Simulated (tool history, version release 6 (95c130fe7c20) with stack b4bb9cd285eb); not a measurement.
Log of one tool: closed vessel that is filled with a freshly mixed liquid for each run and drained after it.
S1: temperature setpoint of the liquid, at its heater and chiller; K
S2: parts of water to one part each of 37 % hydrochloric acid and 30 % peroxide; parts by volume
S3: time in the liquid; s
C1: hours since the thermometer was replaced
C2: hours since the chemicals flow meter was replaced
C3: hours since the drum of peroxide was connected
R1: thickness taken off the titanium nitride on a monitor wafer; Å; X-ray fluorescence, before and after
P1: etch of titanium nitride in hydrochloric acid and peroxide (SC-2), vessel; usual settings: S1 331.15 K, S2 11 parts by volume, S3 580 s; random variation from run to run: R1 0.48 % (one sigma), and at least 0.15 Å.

run	hour	S1	S2	S3	C1	C2	C3	R1
1	16.7	331.15	11	580	798.2	1461.2	975.4	194.47
2	32.2	331.15	15.5	1025	813.7	1476.7	990.9	255.49
3	40.2	331.15	11	580	821.7	1484.7	998.9	195.41
4	50.8	315.15	11	580	832.3	1495.3	1009.5	66.777
5	66.4	331.15	11	580	847.9	1510.9	1025.1	195.69
6	84.1	339.65	11	580	865.6	1528.6	1042.8	329.63
7	94.6	331.15	11	30	876.1	1539.1	1053.3	10.086
8	109.9	331.15	4	580	891.4	1554.4	1068.6	420.93
9	118	331.15	19.5	580	899.5	1562.5	1076.7	117.92
10	127.3	331.15	11	950	908.8	1571.8	1086	319.02
# hour 132.5: thermometer replaced
# hour 138.9: new drum of peroxide connected
11	142.2	331.15	11	580	9.7	1586.7	3.3	194.93
12	155.8	320.65	11	325	23.3	1600.3	16.9	54.44
13	171.6	331.15	11	580	39.1	1616.1	32.7	194.46
14	189.2	331.15	11	580	56.7	1633.7	50.3	196.02
15	203.3	331.15	11	580	70.8	1647.8	64.4	189.02
16	220.9	331.15	11	580	88.4	1665.4	82	184.62
17	236	331.15	11	580	103.5	1680.5	97.1	183.01
18	244.2	331.15	11	580	111.7	1688.7	105.3	181.27
19	256.5	331.15	11	580	124	1701	117.6	178.86
# hour 264.8: new drum of peroxide connected
20	273.9	331.15	11	580	141.4	1718.4	9.2	179.16
21	288.5	331.15	11	580	156	1733	23.8	178.26
22	299.9	331.15	11	580	167.4	1744.4	35.2	175.94
23	315.3	331.15	11	580	182.8	1759.8	50.6	177.18
24	325.7	331.15	11	580	193.2	1770.2	61	178.2
25	333.5	331.15	11	580	201	1778	68.8	177.21

What P1 gives has crept away from where it was. These 2 causes fit the log equally well, each at the size given:
A: chemicals flow below the setpoint (%) = 10.3
B: liquid colder than its thermometer reads (K) = 1.46
The creep began at about hour 189.2.
Why every other cause is out:
peroxide weaker than its label (%): serviced at hour 264.8, which brought nothing back

4 check runs are offered, each on 3 wafers whose results are averaged, their results left as question marks. Which one tells the causes apart?
check 1	341.3	331.15	19.5	270				?
check 2	341.3	331.15	11	905				?
check 3	341.3	331.15	19.5	35				?
check 4	341.3	316.65	5.5	580				?

What each check would give under each cause:
check	result	if A	if B
check 1	R1	49.666	49.962
check 2	R1	277.07	276.96
check 3	R1	6.4381	6.4766
check 4	R1	118.92	116.45
How far apart the two closest causes lie, in the result that separates them most: check 1 0.6 %; check 2 0.04 %; check 3 0.6 %; check 4 2.1 %
Only check 4 tells the causes apart: in the others they would give nearly the same result.

Check 4 was then run and gave: R1 118.98 Å. Which cause is it?

It is A: chemicals flow below the setpoint (%).
